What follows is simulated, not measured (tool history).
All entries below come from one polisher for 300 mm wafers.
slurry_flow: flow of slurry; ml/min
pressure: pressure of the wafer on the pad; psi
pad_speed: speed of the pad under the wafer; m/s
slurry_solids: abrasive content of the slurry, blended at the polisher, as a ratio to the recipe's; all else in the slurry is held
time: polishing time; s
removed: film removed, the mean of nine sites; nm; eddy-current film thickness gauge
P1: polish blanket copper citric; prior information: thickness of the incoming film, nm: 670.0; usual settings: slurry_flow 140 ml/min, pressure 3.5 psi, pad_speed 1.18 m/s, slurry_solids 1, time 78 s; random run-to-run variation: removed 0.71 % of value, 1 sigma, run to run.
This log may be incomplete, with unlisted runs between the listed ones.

run	hour	slurry_flow	pressure	pad_speed	slurry_solids	time	wafers polished on this pad	hours since the slurry nozzle was cleaned	hours since the head pressure was calibrated	hours since the slurry blender was calibrated	removed
1	11.8	140	3.5	1.18	1	78	334	220	611.2	56.7	219.08
2	24.8	140	3.5	1.76	1	78	459	233	624.2	69.7	323.23
3	31	140	3.5	1.18	1	78	519	239.2	630.4	75.9	218.63
4	38.7	140	3.5	1.18	1	78	593	246.9	638.1	83.6	217.61
5	45.4	140	3.5	1.18	1.45	78	657	253.6	644.8	90.3	239.49
6	57	140	3.5	1.18	1	78	768	265.2	656.4	101.9	217.68
7	67.3	140	3.5	1.18	1	106	867	275.5	666.7	112.2	296.18
8	76.9	140	3.5	1.52	1	42	959	285.1	676.3	121.8	151.89
9	89.5	140	3.5	1.18	1	35	1080	297.7	688.9	134.4	97.842
10	100.9	140	1.6	1.18	1	78	1190	309.1	700.3	145.8	101.87
11	111.7	140	5.3	1.18	1	78	1293	319.9	711.1	156.6	329.99
# hour 113.2: slurry nozzle cleaned
12	124.8	140	3.5	1.18	1	78	1419	11.7	724.2	169.7	218.12
13	131.9	140	3.5	0.54	1	78	1487	18.8	731.3	176.8	101.8
14	139	220	3.5	1.18	1	78	1555	25.9	738.4	183.9	234.04
15	147.2	140	3.5	1.18	0.65	78	1634	34.1	746.6	192.1	200.16
16	153.7	95	3.5	1.18	1	78	1696	40.6	753.1	198.6	200.43

What does the tool deliver on the next run?
17	165.4	140	3.5	1.18	1	78	1809	52.3	764.8	210.3	?

For run 17 the tool returned removed 217.29 nm.
